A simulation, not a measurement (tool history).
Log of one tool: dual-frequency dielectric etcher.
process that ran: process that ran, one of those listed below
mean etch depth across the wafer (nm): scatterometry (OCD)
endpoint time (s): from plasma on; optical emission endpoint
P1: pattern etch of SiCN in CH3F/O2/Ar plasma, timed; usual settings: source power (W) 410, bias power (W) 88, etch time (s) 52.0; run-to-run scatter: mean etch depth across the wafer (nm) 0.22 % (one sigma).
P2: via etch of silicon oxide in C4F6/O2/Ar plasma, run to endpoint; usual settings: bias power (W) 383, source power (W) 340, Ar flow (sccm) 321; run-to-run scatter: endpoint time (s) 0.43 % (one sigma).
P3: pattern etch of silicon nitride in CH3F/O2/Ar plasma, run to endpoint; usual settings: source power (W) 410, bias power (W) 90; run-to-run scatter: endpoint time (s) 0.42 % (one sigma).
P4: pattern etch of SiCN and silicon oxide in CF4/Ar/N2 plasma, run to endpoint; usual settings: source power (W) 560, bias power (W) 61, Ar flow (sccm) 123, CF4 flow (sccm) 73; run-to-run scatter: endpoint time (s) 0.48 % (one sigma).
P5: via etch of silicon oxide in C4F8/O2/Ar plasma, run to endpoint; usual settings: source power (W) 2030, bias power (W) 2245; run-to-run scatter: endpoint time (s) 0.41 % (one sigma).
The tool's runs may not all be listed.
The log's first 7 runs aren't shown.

run	hour	process that ran	source power (W)	bias power (W)	etch time (s)	Ar flow (sccm)	CF4 flow (sccm)	hours since the last wet clean	hours since the last source power generator calibration	hours since the last bias power generator calibration	mean etch depth across the wafer (nm)	endpoint time (s)
8	39.0	P1	410	88	52.0			339.6	1448.7	456.6	22.093	
9	42.9	P1	410	88	30.0			343.5	1452.6	460.5	12.679	
10	49.6	P1	500	114	52.0			350.2	1459.3	467.2	26.026	
11	53.4	P4	560	61		123	102	354.0	1463.1	471.0		15.819
12	57.1	P2	340	383		321		357.7	1466.8	474.7		49.455
13	63.8	P1	300	88	52.0			364.4	1473.5	481.4	19.542	
14	68.7	P1	550	88	52.0			369.3	1478.4	486.3	24.487	
15	75.2	P4	370	61		123	73	375.8	1484.9	492.8		24.436
16	81.3	P1	520	88	69.5			381.9	1491.0	498.9	32.168	
17	87.1	P1	280	88	28.5			387.7	1496.8	504.7	10.426	
18	93.3	P1	410	58	52.0			393.9	1503.0	510.9	18.857	
19	97.7	P1	410	88	52.0			398.3	1507.4	515.3	21.980	
20	102.1	P1	410	112	52.0			402.7	1511.8	519.7	24.021	
21	107.9	P4	560	61		123	73	408.5	1517.6	525.5		16.883
22	112.3	P3	570	90				412.9	1522.0	529.9		42.358
23	118.0	P3	410	70				418.6	1527.7	535.6		52.555
24	125.2	P4	560	61		87	73	425.8	1534.9	542.8		15.891
25	128.9	P4	560	82		123	73	429.5	1538.6	546.5		15.111
26	135.7	P1	410	88	52.0			436.3	1545.4	553.3	21.956	
27	142.4	P3	410	90				443.0	1552.1	560.0		47.858
28	146.9	P2	270	383		321		447.5	1556.6	564.5		53.883
29	153.6	P5	2530	2245				454.2	1563.3	571.2		251.870
30	158.3	P2	340	383		321		458.9	1568.0	575.9		49.416

Forecast run 31:
31	163.4	P1	410	88	52.0			464.0	1573.1	581.0	?	

{"run 31": {"mean etch depth across the wafer (nm)": 21.928}}

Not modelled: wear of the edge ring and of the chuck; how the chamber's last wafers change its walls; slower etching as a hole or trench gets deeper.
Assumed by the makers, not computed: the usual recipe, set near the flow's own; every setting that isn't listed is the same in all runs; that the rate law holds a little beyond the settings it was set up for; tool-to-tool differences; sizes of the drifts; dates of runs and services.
